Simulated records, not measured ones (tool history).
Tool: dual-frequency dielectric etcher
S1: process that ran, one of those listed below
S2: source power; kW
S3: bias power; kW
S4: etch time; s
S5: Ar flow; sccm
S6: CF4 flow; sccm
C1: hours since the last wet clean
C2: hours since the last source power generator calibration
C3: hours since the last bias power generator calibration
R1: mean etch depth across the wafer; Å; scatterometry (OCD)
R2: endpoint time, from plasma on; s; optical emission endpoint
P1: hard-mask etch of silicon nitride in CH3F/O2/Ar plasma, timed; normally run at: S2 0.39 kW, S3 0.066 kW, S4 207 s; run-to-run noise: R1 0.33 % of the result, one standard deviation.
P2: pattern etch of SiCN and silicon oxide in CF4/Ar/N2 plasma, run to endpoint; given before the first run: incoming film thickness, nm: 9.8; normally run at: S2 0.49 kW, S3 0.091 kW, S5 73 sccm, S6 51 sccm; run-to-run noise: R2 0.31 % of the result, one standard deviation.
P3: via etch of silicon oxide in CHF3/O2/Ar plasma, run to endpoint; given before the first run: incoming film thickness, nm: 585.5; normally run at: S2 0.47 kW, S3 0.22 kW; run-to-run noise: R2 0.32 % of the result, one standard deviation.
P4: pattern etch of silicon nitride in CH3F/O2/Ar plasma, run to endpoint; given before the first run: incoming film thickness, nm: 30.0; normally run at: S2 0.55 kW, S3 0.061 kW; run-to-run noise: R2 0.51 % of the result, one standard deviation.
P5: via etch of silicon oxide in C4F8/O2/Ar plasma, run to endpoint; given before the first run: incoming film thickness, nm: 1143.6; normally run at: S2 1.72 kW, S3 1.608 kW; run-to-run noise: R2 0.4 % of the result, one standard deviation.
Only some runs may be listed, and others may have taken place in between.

run 1 hour=8.4 | S1=P1 S2=0.39 S3=0.066 S4=207 | C1=234.6 C2=1915.5 C3=1182.9 | R1=1420
run 2 hour=12.7 | S1=P3 S2=0.47 S3=0.309 | C1=238.9 C2=1919.8 C3=1187.2 | R2=268.4
run 3 hour=17.4 | S1=P5 S2=1.02 S3=1.608 | C1=243.6 C2=1924.5 C3=1191.9 | R2=320.02
run 4 hour=25 | S1=P1 S2=0.39 S3=0.066 S4=207 | C1=251.2 C2=1932.1 C3=1199.5 | R1=1416.6
run 5 hour=30.3 | S1=P2 S2=0.49 S3=0.064 S5=73 S6=51 | C1=256.5 C2=1937.4 C3=1204.8 | R2=11.065
run 6 hour=37.9 | S1=P4 S2=0.55 S3=0.061 | C1=264.1 C2=1945 C3=1212.4 | R2=41.632
run 7 hour=46.3 | S1=P2 S2=0.49 S3=0.091 S5=73 S6=40 | C1=272.5 C2=1953.4 C3=1220.8 | R2=10.18
run 8 hour=51.6 | S1=P5 S2=1.72 S3=1.608 | C1=277.8 C2=1958.7 C3=1226.1 | R2=261.89
run 9 hour=56.1 | S1=P3 S2=0.47 S3=0.22 | C1=282.3 C2=1963.2 C3=1230.6 | R2=303.29
run 10 hour=63 | S1=P1 S2=0.39 S3=0.066 S4=207 | C1=289.2 C2=1970.1 C3=1237.5 | R1=1422
run 11 hour=68.8 | S1=P2 S2=0.49 S3=0.091 S5=73 S6=51 | C1=295 C2=1975.9 C3=1243.3 | R2=9.8071
run 12 hour=73.2 | S1=P4 S2=0.55 S3=0.078 | C1=299.4 C2=1980.3 C3=1247.7 | R2=38.408
run 13 hour=77.1 | S1=P1 S2=0.54 S3=0.066 S4=207 | C1=303.3 C2=1984.2 C3=1251.6 | R1=1596.2
run 14 hour=85.2 | S1=P2 S2=0.49 S3=0.091 S5=73 S6=51 | C1=311.4 C2=1992.3 C3=1259.7 | R2=9.8408
run 15 hour=90.1 | S1=P2 S2=0.29 S3=0.091 S5=73 S6=51 | C1=316.3 C2=1997.2 C3=1264.6 | R2=15.567
run 16 hour=94.6 | S1=P1 S2=0.39 S3=0.078 S4=207 | C1=320.8 C2=2001.7 C3=1269.1 | R1=1506.1
run 17 hour=100.4 | S1=P5 S2=1.72 S3=1.945 | C1=326.6 C2=2007.5 C3=1274.9 | R2=247.96
run 18 hour=105.5 | S1=P1 S2=0.23 S3=0.066 S4=114 | C1=331.7 C2=2012.6 C3=1280 | R1=640.65
run 19 hour=110.1 | S1=P1 S2=0.39 S3=0.066 S4=114 | C1=336.3 C2=2017.2 C3=1284.6 | R1=781.79
run 20 hour=115.3 | S1=P1 S2=0.29 S3=0.066 S4=207 | C1=341.5 C2=2022.4 C3=1289.8 | R1=1267
run 21 hour=122.5 | S1=P1 S2=0.39 S3=0.052 S4=278 | C1=348.7 C2=2029.6 C3=1297 | R1=1770
run 22 hour=129.5 | S1=P1 S2=0.39 S3=0.066 S4=287 | C1=355.7 C2=2036.6 C3=1304 | R1=1969.6
run 23 hour=134.7 | S1=P1 S2=0.39 S3=0.066 S4=207 | C1=360.9 C2=2041.8 C3=1309.2 | R1=1409
run 24 hour=140.8 | S1=P1 S2=0.39 S3=0.053 S4=207 | C1=367 C2=2047.9 C3=1315.3 | R1=1322.1
run 25 hour=144.8 | S1=P1 S2=0.39 S3=0.077 S4=252.5 | C1=371 C2=2051.9 C3=1319.3 | R1=1821.3
run 26 hour=152.8 | S1=P2 S2=0.49 S3=0.091 S5=56 S6=51 | C1=379 C2=2059.9 C3=1327.3 | R2=9.5373
run 27 hour=157.5 | S1=P1 S2=0.39 S3=0.066 S4=207 | C1=383.7 C2=2064.6 C3=1332 | R1=1423.4
run 28 hour=165.5 | S1=P1 S2=0.39 S3=0.066 S4=207 | C1=391.7 C2=2072.6 C3=1340 | R1=1427.8
run 29 hour=172.6 | S1=P4 S2=0.72 S3=0.061 | C1=398.8 C2=2079.7 C3=1347.1 | R2=37.461
run 30 hour=177.9 | S1=P3 S2=0.64 S3=0.22 | C1=404.1 C2=2085 C3=1352.4 | R2=269.85
run 31 hour=182.6 | S1=P4 S2=0.55 S3=0.061 | C1=408.8 C2=2089.7 C3=1357.1 | R2=41.522
run 32 hour=189.2 | S1=P1 S2=0.39 S3=0.066 S4=207 | C1=415.4 C2=2096.3 C3=1363.7 | R1=1418.3
run 33 hour=195.4 | S1=P1 S2=0.39 S3=0.066 S4=207 | C1=421.6 C2=2102.5 C3=1369.9 | R1=1427.2
run 34 hour=202.2 | S1=P1 S2=0.39 S3=0.066 S4=207 | C1=428.4 C2=2109.3 C3=1376.7 | R1=1437.4
run 35 hour=209.4 | S1=P1 S2=0.39 S3=0.066 S4=207 | C1=435.6 C2=2116.5 C3=1383.9 | R1=1435.3
-- hour=212.9 wet clean of the chamber
run 36 hour=215.1 | S1=P1 S2=0.39 S3=0.066 S4=207 | C1=2.3 C2=2122.2 C3=1389.6 | R1=1443.9
run 37 hour=223.6 | S1=P1 S2=0.39 S3=0.066 S4=207 | C1=10.8 C2=2130.7 C3=1398.1 | R1=1438.9
run 38 hour=229.2 | S1=P1 S2=0.39 S3=0.066 S4=207 | C1=16.4 C2=2136.3 C3=1403.7 | R1=1442.7

Something has made what P1 gives creep away from where it was; the 2 causes below, each at its own stated size, fit the log equally well:
A: source power that arrives over what is set, % = 4.38
B: bias power that arrives over what is set, % = 4.94
The creep began at about hour 189.2.
Ruled out, with reasons:
chamber walls in a state that raises the etch rate, %: serviced after onset, at hour 212.9, with no recovery of the prior output

The 4 check runs listed below each average the results of 2 wafers, and their outcomes are marked with question marks. Under which run would the listed causes produce clearly different results?
run check 1 hour=234.8 | S1=P4 S2=0.55 S3=0.061 | R2=?
run check 2 hour=234.8 | S1=P3 S2=0.47 S3=0.22 | R2=?
run check 3 hour=234.8 | S1=P2 S2=0.49 S3=0.091 S5=73 S6=51 | R2=?
run check 4 hour=234.8 | S1=P5 S2=1.72 S3=1.608 | R2=?

If the cause were each of the candidates in turn, the checks would give the following:
check=check_1 result=R2 if_A=40.747 if_B=40.789
check=check_2 result=R2 if_A=297.73 if_B=297.42
check=check_3 result=R2 if_A=9.4891 if_B=9.6865
check=check_4 result=R2 if_A=256.95 if_B=257.96
Per-check spread between the two closest causes, in the result where they differ most: check 1 0.1 %; check 2 0.1 %; check 3 2.06 %; check 4 0.39 %
Only in check 3 would the causes give clearly different results; in the remaining checks their results would be nearly the same.

After running check 3, the following was obtained: R2 9.512 s. Which cause does this point to?

A is the cause: source power that arrives over what is set, %.
